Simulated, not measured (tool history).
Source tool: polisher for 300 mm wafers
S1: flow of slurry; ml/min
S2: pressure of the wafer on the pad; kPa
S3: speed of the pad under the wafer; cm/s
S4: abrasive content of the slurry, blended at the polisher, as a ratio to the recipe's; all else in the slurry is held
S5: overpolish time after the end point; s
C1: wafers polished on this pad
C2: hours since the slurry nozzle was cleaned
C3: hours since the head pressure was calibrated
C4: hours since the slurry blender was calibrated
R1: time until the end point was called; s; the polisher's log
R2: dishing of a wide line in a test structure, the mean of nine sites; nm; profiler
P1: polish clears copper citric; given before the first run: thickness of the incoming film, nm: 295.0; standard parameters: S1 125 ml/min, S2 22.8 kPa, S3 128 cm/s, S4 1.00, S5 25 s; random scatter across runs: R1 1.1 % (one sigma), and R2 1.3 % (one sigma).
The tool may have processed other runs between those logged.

{"run": 1, "hour": 4.5, "S1": 125, "S2": 22.8, "S3": 128, "S4": 1.0, "S5": 25, "C1": 655, "C2": 122.6, "C3": 197.3, "C4": 59.5, "R1": 86.583, "R2": 47.45}
{"run": 2, "hour": 8.2, "S1": 75, "S2": 22.8, "S3": 128, "S4": 1.0, "S5": 25, "C1": 678, "C2": 126.3, "C3": 201.0, "C4": 63.2, "R1": 99.294, "R2": 45.113}
{"run": 3, "hour": 11.9, "S1": 125, "S2": 22.8, "S3": 128, "S4": 1.0, "S5": 25, "C1": 701, "C2": 130.0, "C3": 204.7, "C4": 66.9, "R1": 87.553, "R2": 48.952}
{"run": 4, "hour": 19.1, "S1": 125, "S2": 22.8, "S3": 128, "S4": 1.0, "S5": 50, "C1": 746, "C2": 137.2, "C3": 211.9, "C4": 74.1, "R1": 86.337, "R2": 74.514}
{"run": 5, "hour": 24.8, "S1": 125, "S2": 22.8, "S3": 128, "S4": 1.0, "S5": 25, "C1": 782, "C2": 142.9, "C3": 217.6, "C4": 79.8, "R1": 87.542, "R2": 48.932}
{"run": 6, "hour": 29.3, "S1": 125, "S2": 22.8, "S3": 128, "S4": 0.55, "S5": 25, "C1": 810, "C2": 147.4, "C3": 222.1, "C4": 84.3, "R1": 99.371, "R2": 44.801}
{"run": 7, "hour": 35.3, "S1": 125, "S2": 22.8, "S3": 128, "S4": 1.0, "S5": 25, "C1": 847, "C2": 153.4, "C3": 228.1, "C4": 90.3, "R1": 88.576, "R2": 48.908}
{"run": 8, "hour": 40.8, "S1": 180, "S2": 22.8, "S3": 128, "S4": 1.0, "S5": 25, "C1": 882, "C2": 158.9, "C3": 233.6, "C4": 95.8, "R1": 83.381, "R2": 50.863}
{"run": 9, "hour": 47.0, "S1": 125, "S2": 22.8, "S3": 128, "S4": 1.0, "S5": 8, "C1": 921, "C2": 165.1, "C3": 239.8, "C4": 102.0, "R1": 88.498, "R2": 18.389}
{"run": 10, "hour": 51.4, "S1": 125, "S2": 22.8, "S3": 128, "S4": 1.0, "S5": 25, "C1": 948, "C2": 169.5, "C3": 244.2, "C4": 106.4, "R1": 86.921, "R2": 47.684}
{"run": 11, "hour": 58.7, "S1": 125, "S2": 22.8, "S3": 94, "S4": 1.0, "S5": 25, "C1": 994, "C2": 176.8, "C3": 251.5, "C4": 113.7, "R1": 117.03, "R2": 38.641}
{"run": 12, "hour": 65.7, "S1": 125, "S2": 22.8, "S3": 128, "S4": 1.5, "S5": 25, "C1": 1038, "C2": 183.8, "C3": 258.5, "C4": 120.7, "R1": 81.491, "R2": 51.241}
{"run": 13, "hour": 70.6, "S1": 125, "S2": 22.8, "S3": 200, "S4": 1.0, "S5": 25, "C1": 1069, "C2": 188.7, "C3": 263.4, "C4": 125.6, "R1": 56.992, "R2": 65.291}
{"run": 14, "hour": 77.9, "S1": 125, "S2": 30.3, "S3": 128, "S4": 1.0, "S5": 25, "C1": 1114, "C2": 196.0, "C3": 270.7, "C4": 132.9, "R1": 65.677, "R2": 60.924}
{"run": 15, "hour": 83.7, "S1": 125, "S2": 11.0, "S3": 128, "S4": 1.0, "S5": 25, "C1": 1151, "C2": 201.8, "C3": 276.5, "C4": 138.7, "R1": 178.47, "R2": 26.554}
{"run": 16, "hour": 90.9, "S1": 125, "S2": 15.2, "S3": 168, "S4": 1.0, "S5": 25, "C1": 1196, "C2": 209.0, "C3": 283.7, "C4": 145.9, "R1": 99.563, "R2": 42.893}
{"run": 17, "hour": 96.5, "S1": 160, "S2": 22.8, "S3": 128, "S4": 1.0, "S5": 8, "C1": 1231, "C2": 214.6, "C3": 289.3, "C4": 151.5, "R1": 83.961, "R2": 19.377}
{"run": 18, "hour": 100.3, "S1": 125, "S2": 22.8, "S3": 128, "S4": 1.0, "S5": 25, "C1": 1255, "C2": 218.4, "C3": 293.1, "C4": 155.3, "R1": 88.292, "R2": 47.513}
{"run": 19, "hour": 106.4, "S1": 125, "S2": 22.8, "S3": 128, "S4": 1.0, "S5": 25, "C1": 1293, "C2": 224.5, "C3": 299.2, "C4": 161.4, "R1": 89.598, "R2": 47.061}
{"run": 20, "hour": 110.8, "S1": 125, "S2": 22.8, "S3": 128, "S4": 1.0, "S5": 25, "C1": 1320, "C2": 228.9, "C3": 303.6, "C4": 165.8, "R1": 93.399, "R2": 46.789}
{"run": 21, "hour": 118.3, "S1": 125, "S2": 22.8, "S3": 128, "S4": 1.0, "S5": 25, "C1": 1367, "C2": 236.4, "C3": 311.1, "C4": 173.3, "R1": 94.44, "R2": 45.577}

Run 22 is up next; what results do you expect?
{"hour": 119.4, "done": "slurry blender recalibrated"}
{"run": 22, "hour": 121.7, "S1": 125, "S2": 22.8, "S3": 128, "S4": 1.0, "S5": 25, "C1": 1389, "C2": 239.8, "C3": 314.5, "C4": 2.3, "R1": "?", "R2": "?"}

{"run 22": {"R1": 97.687, "R2": 44.237}}

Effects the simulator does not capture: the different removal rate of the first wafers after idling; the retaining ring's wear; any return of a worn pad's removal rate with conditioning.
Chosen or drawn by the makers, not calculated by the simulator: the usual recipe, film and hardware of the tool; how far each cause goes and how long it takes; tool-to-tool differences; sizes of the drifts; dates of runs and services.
